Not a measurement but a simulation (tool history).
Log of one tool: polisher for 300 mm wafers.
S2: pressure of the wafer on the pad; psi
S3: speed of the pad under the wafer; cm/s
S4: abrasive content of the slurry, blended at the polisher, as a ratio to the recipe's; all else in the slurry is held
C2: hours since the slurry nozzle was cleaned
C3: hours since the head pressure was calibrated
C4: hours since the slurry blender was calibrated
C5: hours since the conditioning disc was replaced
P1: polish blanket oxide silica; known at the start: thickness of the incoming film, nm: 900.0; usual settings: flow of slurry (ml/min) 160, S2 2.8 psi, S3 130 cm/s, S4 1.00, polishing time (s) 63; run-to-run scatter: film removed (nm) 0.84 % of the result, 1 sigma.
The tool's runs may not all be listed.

Run 1, hour 8.6: flow of slurry (ml/min) 160, S2 2.8 psi, S3 130 cm/s, S4 1.00, polishing time (s) 63; wafers polished on this pad 565; C2 91.5; C3 184.7; C4 219.3; C5 235.7. Result: film removed (nm) 180.190.
Run 2, hour 16.5: flow of slurry (ml/min) 160, S2 1.4 psi, S3 130 cm/s, S4 1.00, polishing time (s) 63; wafers polished on this pad 619; C2 99.4; C3 192.6; C4 227.2; C5 243.6. Result: film removed (nm) 91.525.
Run 3, hour 26.6: flow of slurry (ml/min) 160, S2 2.8 psi, S3 130 cm/s, S4 1.00, polishing time (s) 63; wafers polished on this pad 687; C2 109.5; C3 202.7; C4 237.3; C5 253.7. Result: film removed (nm) 183.590.
Run 4, hour 40.1: flow of slurry (ml/min) 160, S2 2.8 psi, S3 130 cm/s, S4 1.25, polishing time (s) 63; wafers polished on this pad 779; C2 123.0; C3 216.2; C4 250.8; C5 267.2. Result: film removed (nm) 199.540.
Run 5, hour 57.4: flow of slurry (ml/min) 160, S2 2.8 psi, S3 130 cm/s, S4 1.00, polishing time (s) 63; wafers polished on this pad 896; C2 140.3; C3 233.5; C4 268.1; C5 284.5. Result: film removed (nm) 180.730.
Run 6, hour 71.9: flow of slurry (ml/min) 160, S2 2.8 psi, S3 130 cm/s, S4 1.00, polishing time (s) 63; wafers polished on this pad 994; C2 154.8; C3 248.0; C4 282.6; C5 299.0. Result: film removed (nm) 181.240.
Run 7, hour 84.7: flow of slurry (ml/min) 160, S2 2.8 psi, S3 130 cm/s, S4 1.00, polishing time (s) 63; wafers polished on this pad 1080; C2 167.6; C3 260.8; C4 295.4; C5 311.8. Result: film removed (nm) 180.720.
Run 8, hour 94.0: flow of slurry (ml/min) 160, S2 2.8 psi, S3 130 cm/s, S4 0.55, polishing time (s) 63; wafers polished on this pad 1143; C2 176.9; C3 270.1; C4 304.7; C5 321.1. Result: film removed (nm) 130.620.
Run 9, hour 106.9: flow of slurry (ml/min) 160, S2 2.8 psi, S3 68 cm/s, S4 1.00, polishing time (s) 63; wafers polished on this pad 1231; C2 189.8; C3 283.0; C4 317.6; C5 334.0. Result: film removed (nm) 108.270.
Run 10, hour 115.1: flow of slurry (ml/min) 230, S2 2.8 psi, S3 130 cm/s, S4 1.00, polishing time (s) 63; wafers polished on this pad 1286; C2 198.0; C3 291.2; C4 325.8; C5 342.2. Result: film removed (nm) 188.600.
Run 11, hour 124.8: flow of slurry (ml/min) 160, S2 2.8 psi, S3 130 cm/s, S4 1.00, polishing time (s) 90; wafers polished on this pad 1352; C2 207.7; C3 300.9; C4 335.5; C5 351.9. Result: film removed (nm) 255.700.
Run 12, hour 135.2: flow of slurry (ml/min) 160, S2 2.8 psi, S3 130 cm/s, S4 1.00, polishing time (s) 63; wafers polished on this pad 1422; C2 218.1; C3 311.3; C4 345.9; C5 362.3. Result: film removed (nm) 180.700.
Run 13, hour 149.8: flow of slurry (ml/min) 160, S2 2.8 psi, S3 184 cm/s, S4 1.00, polishing time (s) 41; wafers polished on this pad 1521; C2 232.7; C3 325.9; C4 360.5; C5 376.9. Result: film removed (nm) 154.750.
Run 14, hour 159.6: flow of slurry (ml/min) 160, S2 2.8 psi, S3 130 cm/s, S4 1.00, polishing time (s) 63; wafers polished on this pad 1587; C2 242.5; C3 335.7; C4 370.3; C5 386.7. Result: film removed (nm) 181.590.
Run 15, hour 171.2: flow of slurry (ml/min) 160, S2 2.8 psi, S3 202 cm/s, S4 1.00, polishing time (s) 63; wafers polished on this pad 1666; C2 254.1; C3 347.3; C4 381.9; C5 398.3. Result: film removed (nm) 256.990.
Run 16, hour 179.5: flow of slurry (ml/min) 240, S2 2.8 psi, S3 190 cm/s, S4 1.00, polishing time (s) 63; wafers polished on this pad 1722; C2 262.4; C3 355.6; C4 390.2; C5 406.6. Result: film removed (nm) 257.040.
Run 17, hour 188.3: flow of slurry (ml/min) 160, S2 2.8 psi, S3 130 cm/s, S4 1.00, polishing time (s) 29; wafers polished on this pad 1782; C2 271.2; C3 364.4; C4 399.0; C5 415.4. Result: film removed (nm) 83.516.
Run 18, hour 201.2: flow of slurry (ml/min) 120, S2 2.8 psi, S3 130 cm/s, S4 1.00, polishing time (s) 63; wafers polished on this pad 1869; C2 284.1; C3 377.3; C4 411.9; C5 428.3. Result: film removed (nm) 173.260.
Run 19, hour 218.2: flow of slurry (ml/min) 160, S2 4.0 psi, S3 130 cm/s, S4 1.00, polishing time (s) 63; wafers polished on this pad 1984; C2 301.1; C3 394.3; C4 428.9; C5 445.3. Result: film removed (nm) 257.990.
Run 20, hour 231.5: flow of slurry (ml/min) 160, S2 3.5 psi, S3 66 cm/s, S4 1.00, polishing time (s) 63; wafers polished on this pad 2074; C2 314.4; C3 407.6; C4 442.2; C5 458.6. Result: film removed (nm) 131.810.
Run 21, hour 241.8: flow of slurry (ml/min) 160, S2 2.8 psi, S3 130 cm/s, S4 1.00, polishing time (s) 63; wafers polished on this pad 2144; C2 324.7; C3 417.9; C4 452.5; C5 468.9. Result: film removed (nm) 182.850.
Run 22, hour 253.3: flow of slurry (ml/min) 160, S2 2.8 psi, S3 130 cm/s, S4 1.00, polishing time (s) 63; wafers polished on this pad 2221; C2 336.2; C3 429.4; C4 464.0; C5 480.4. Result: film removed (nm) 169.560.
Run 23, hour 267.8: flow of slurry (ml/min) 160, S2 2.8 psi, S3 130 cm/s, S4 1.00, polishing time (s) 63; wafers polished on this pad 2320; C2 350.7; C3 443.9; C4 478.5; C5 494.9. Result: film removed (nm) 169.970.
Run 24, hour 277.7: flow of slurry (ml/min) 160, S2 2.8 psi, S3 130 cm/s, S4 1.00, polishing time (s) 63; wafers polished on this pad 2387; C2 360.6; C3 453.8; C4 488.4; C5 504.8. Result: film removed (nm) 162.390.
Run 25, hour 295.2: flow of slurry (ml/min) 160, S2 2.8 psi, S3 130 cm/s, S4 1.00, polishing time (s) 63; wafers polished on this pad 2505; C2 378.1; C3 471.3; C4 505.9; C5 522.3. Result: film removed (nm) 164.010.
Run 26, hour 308.7: flow of slurry (ml/min) 160, S2 2.8 psi, S3 130 cm/s, S4 1.00, polishing time (s) 63; wafers polished on this pad 2596; C2 391.6; C3 484.8; C4 519.4; C5 535.8. Result: film removed (nm) 161.260.
At hour 310.4: head pressure recalibrated.
Run 27, hour 316.8: flow of slurry (ml/min) 160, S2 2.8 psi, S3 130 cm/s, S4 1.00, polishing time (s) 63; wafers polished on this pad 2651; C2 399.7; C3 6.5; C4 527.5; C5 543.9. Result: film removed (nm) 159.400.
At hour 321.1: conditioning disc replaced and pad reconditioned.
At hour 321.2: slurry nozzle cleaned.
Run 28, hour 332.2: flow of slurry (ml/min) 160, S2 2.8 psi, S3 130 cm/s, S4 1.00, polishing time (s) 63; wafers polished on this pad 2755; C2 11.1; C3 21.9; C4 542.9; C5 11.2. Result: film removed (nm) 157.260.
Run 29, hour 348.2: flow of slurry (ml/min) 160, S2 2.8 psi, S3 130 cm/s, S4 1.00, polishing time (s) 63; wafers polished on this pad 2864; C2 27.1; C3 37.9; C4 558.9; C5 27.2. Result: film removed (nm) 156.920.

What P1 gives has crept away from where it was. These 2 causes fit the log equally well, each at the size given:
A: abrasive missing from the slurry, % = 23.9
B: removal rate lost through wear of the pad, % = 12.5
The creep began at about hour 241.8.
Why every other cause is out:
slurry flow missing at the pad, %: serviced at hour 321.2, which brought nothing back
head's pressure below its setpoint, %: serviced at hour 310.4, which brought nothing back
time polished since the conditioner stopped cutting, s: serviced at hour 321.1, which brought nothing back

4 check runs are offered, each on 3 wafers whose results are averaged, their results left as question marks. Which one tells the causes apart?
Run check 1, hour 364.2: flow of slurry (ml/min) 160, S2 2.8 psi, S3 202 cm/s, S4 1.00, polishing time (s) 84. Result: film removed (nm) ?.
Run check 2, hour 364.2: flow of slurry (ml/min) 160, S2 1.6 psi, S3 130 cm/s, S4 1.00, polishing time (s) 32. Result: film removed (nm) ?.
Run check 3, hour 364.2: flow of slurry (ml/min) 160, S2 1.8 psi, S3 130 cm/s, S4 0.55, polishing time (s) 63. Result: film removed (nm) ?.
Run check 4, hour 364.2: flow of slurry (ml/min) 160, S2 1.7 psi, S3 104 cm/s, S4 1.00, polishing time (s) 63. Result: film removed (nm) ?.

What each check would give under each cause:
  check             result     if A     if B
check 1  film removed (nm)  300.580  300.560
check 2  film removed (nm)   45.991   45.987
check 3  film removed (nm)   71.350   74.243
check 4  film removed (nm)   80.475   80.468
How far apart the two closest causes lie, in the result that separates them most: check 1 0.01 %; check 2 0.01 %; check 3 3.97 %; check 4 0.01 %
Check 3 tells the causes apart: in the others they would give nearly the same result.

Check 3 was then run and gave: film removed (nm) 71.457. Which cause is it?

It is A: abrasive missing from the slurry, %.
